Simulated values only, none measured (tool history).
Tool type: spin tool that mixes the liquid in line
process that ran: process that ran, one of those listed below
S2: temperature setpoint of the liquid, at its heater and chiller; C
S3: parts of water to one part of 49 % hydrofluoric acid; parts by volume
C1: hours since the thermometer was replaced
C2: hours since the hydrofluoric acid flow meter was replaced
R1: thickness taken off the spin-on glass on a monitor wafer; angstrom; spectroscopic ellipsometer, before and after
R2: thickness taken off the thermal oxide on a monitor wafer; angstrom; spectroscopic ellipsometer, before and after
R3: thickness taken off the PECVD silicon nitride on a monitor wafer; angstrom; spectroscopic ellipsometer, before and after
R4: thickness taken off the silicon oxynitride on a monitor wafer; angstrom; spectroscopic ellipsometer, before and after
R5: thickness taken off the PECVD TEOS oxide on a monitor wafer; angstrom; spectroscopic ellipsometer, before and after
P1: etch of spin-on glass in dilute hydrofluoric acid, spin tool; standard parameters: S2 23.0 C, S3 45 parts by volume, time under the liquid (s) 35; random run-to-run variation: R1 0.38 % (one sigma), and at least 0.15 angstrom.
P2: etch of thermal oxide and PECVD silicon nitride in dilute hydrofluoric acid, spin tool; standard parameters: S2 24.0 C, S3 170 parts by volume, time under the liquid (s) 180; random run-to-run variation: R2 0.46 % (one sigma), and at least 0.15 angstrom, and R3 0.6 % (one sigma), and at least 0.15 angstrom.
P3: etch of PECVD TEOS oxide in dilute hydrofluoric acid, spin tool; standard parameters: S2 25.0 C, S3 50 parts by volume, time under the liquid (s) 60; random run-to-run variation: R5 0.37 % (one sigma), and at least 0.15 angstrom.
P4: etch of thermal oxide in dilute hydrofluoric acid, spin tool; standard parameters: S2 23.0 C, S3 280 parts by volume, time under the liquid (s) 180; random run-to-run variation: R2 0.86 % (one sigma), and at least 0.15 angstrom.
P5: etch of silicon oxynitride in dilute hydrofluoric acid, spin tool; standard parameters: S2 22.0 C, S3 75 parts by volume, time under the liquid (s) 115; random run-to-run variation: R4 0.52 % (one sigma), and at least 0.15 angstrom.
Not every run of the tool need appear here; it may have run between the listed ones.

run 1 hour=17.5 | process_that_ran=P1 S2=23.0 S3=45 time_under_the_liquid_(s)=35 | C1=1095.1 C2=250.6 | R1=272.28
run 2 hour=26.8 | process_that_ran=P2 S2=24.0 S3=170 time_under_the_liquid_(s)=180 | C1=1104.4 C2=259.9 | R2=44.9490 R3=34.2890
run 3 hour=43.9 | process_that_ran=P5 S2=22.0 S3=140 time_under_the_liquid_(s)=115 | C1=1121.5 C2=277.0 | R4=33.7360
run 4 hour=55.1 | process_that_ran=P3 S2=25.0 S3=85 time_under_the_liquid_(s)=60 | C1=1132.7 C2=288.2 | R5=104.28
run 5 hour=66.0 | process_that_ran=P1 S2=23.0 S3=75 time_under_the_liquid_(s)=35 | C1=1143.6 C2=299.1 | R1=156.39
run 6 hour=84.1 | process_that_ran=P1 S2=30.0 S3=45 time_under_the_liquid_(s)=35 | C1=1161.7 C2=317.2 | R1=362.08
run 7 hour=93.4 | process_that_ran=P1 S2=17.0 S3=45 time_under_the_liquid_(s)=35 | C1=1171.0 C2=326.5 | R1=212.32
run 8 hour=111.0 | process_that_ran=P5 S2=22.0 S3=75 time_under_the_liquid_(s)=115 | C1=1188.6 C2=344.1 | R4=67.0910
run 9 hour=125.1 | process_that_ran=P1 S2=23.0 S3=45 time_under_the_liquid_(s)=35 | C1=1202.7 C2=358.2 | R1=272.28
run 10 hour=141.6 | process_that_ran=P2 S2=28.0 S3=170 time_under_the_liquid_(s)=180 | C1=1219.2 C2=374.7 | R2=52.0830 R3=43.6020
run 11 hour=160.8 | process_that_ran=P4 S2=23.0 S3=85 time_under_the_liquid_(s)=180 | C1=1238.4 C2=393.9 | R2=100.1800
run 12 hour=179.1 | process_that_ran=P5 S2=17.0 S3=75 time_under_the_liquid_(s)=115 | C1=1256.7 C2=412.2 | R4=52.8560
run 13 hour=196.4 | process_that_ran=P4 S2=17.0 S3=280 time_under_the_liquid_(s)=180 | C1=1274.0 C2=429.5 | R2=19.6690
run 14 hour=214.3 | process_that_ran=P1 S2=23.0 S3=45 time_under_the_liquid_(s)=70 | C1=1291.9 C2=447.4 | R1=545.82
run 15 hour=224.5 | process_that_ran=P1 S2=19.5 S3=75 time_under_the_liquid_(s)=35 | C1=1302.1 C2=457.6 | R1=136.08
run 16 hour=242.9 | process_that_ran=P5 S2=22.0 S3=75 time_under_the_liquid_(s)=15 | C1=1320.5 C2=476.0 | R4=8.5624
run 17 hour=255.4 | process_that_ran=P1 S2=23.0 S3=45 time_under_the_liquid_(s)=35 | C1=1333.0 C2=488.5 | R1=274.03
run 18 hour=265.7 | process_that_ran=P3 S2=25.0 S3=50 time_under_the_liquid_(s)=85 | C1=1343.3 C2=498.8 | R5=264.54
run 19 hour=284.1 | process_that_ran=P1 S2=23.0 S3=30 time_under_the_liquid_(s)=35 | C1=1361.7 C2=517.2 | R1=414.69
-- hour=284.2 hydrofluoric acid flow meter replaced
run 20 hour=299.5 | process_that_ran=P1 S2=23.0 S3=45 time_under_the_liquid_(s)=35 | C1=1377.1 C2=15.4 | R1=270.81
run 21 hour=317.1 | process_that_ran=P3 S2=19.0 S3=50 time_under_the_liquid_(s)=60 | C1=1394.7 C2=33.0 | R5=144.85
run 22 hour=334.6 | process_that_ran=P4 S2=23.0 S3=280 time_under_the_liquid_(s)=15 | C1=1412.2 C2=50.5 | R2=2.0174
run 23 hour=347.7 | process_that_ran=P1 S2=26.5 S3=25 time_under_the_liquid_(s)=35 | C1=1425.3 C2=63.6 | R1=587.84
run 24 hour=364.1 | process_that_ran=P1 S2=23.0 S3=45 time_under_the_liquid_(s)=15 | C1=1441.7 C2=80.0 | R1=116.65
run 25 hour=381.0 | process_that_ran=P2 S2=24.0 S3=270 time_under_the_liquid_(s)=180 | C1=1458.6 C2=96.9 | R2=25.3960 R3=21.8310
run 26 hour=398.2 | process_that_ran=P2 S2=24.0 S3=170 time_under_the_liquid_(s)=180 | C1=1475.8 C2=114.1 | R2=44.7830 R3=34.4440
run 27 hour=409.9 | process_that_ran=P4 S2=23.0 S3=280 time_under_the_liquid_(s)=180 | C1=1487.5 C2=125.8 | R2=24.7090
run 28 hour=428.5 | process_that_ran=P1 S2=23.0 S3=45 time_under_the_liquid_(s)=35 | C1=1506.1 C2=144.4 | R1=273.97
run 29 hour=442.9 | process_that_ran=P2 S2=24.0 S3=170 time_under_the_liquid_(s)=15 | C1=1520.5 C2=158.8 | R2=3.8026 R3=2.7068
run 30 hour=462.1 | process_that_ran=P3 S2=25.0 S3=50 time_under_the_liquid_(s)=60 | C1=1539.7 C2=178.0 | R5=185.00
run 31 hour=471.2 | process_that_ran=P1 S2=23.0 S3=45 time_under_the_liquid_(s)=35 | C1=1548.8 C2=187.1 | R1=271.89
run 32 hour=482.9 | process_that_ran=P1 S2=23.0 S3=45 time_under_the_liquid_(s)=35 | C1=1560.5 C2=198.8 | R1=265.57
run 33 hour=493.2 | process_that_ran=P1 S2=23.0 S3=45 time_under_the_liquid_(s)=35 | C1=1570.8 C2=209.1 | R1=260.09

What will run 34 give?
run 34 hour=507.3 | process_that_ran=P1 S2=23.0 S3=45 time_under_the_liquid_(s)=35 | C1=1584.9 C2=223.2 | R1=?

Run 34 produced R1 258.08 angstrom.

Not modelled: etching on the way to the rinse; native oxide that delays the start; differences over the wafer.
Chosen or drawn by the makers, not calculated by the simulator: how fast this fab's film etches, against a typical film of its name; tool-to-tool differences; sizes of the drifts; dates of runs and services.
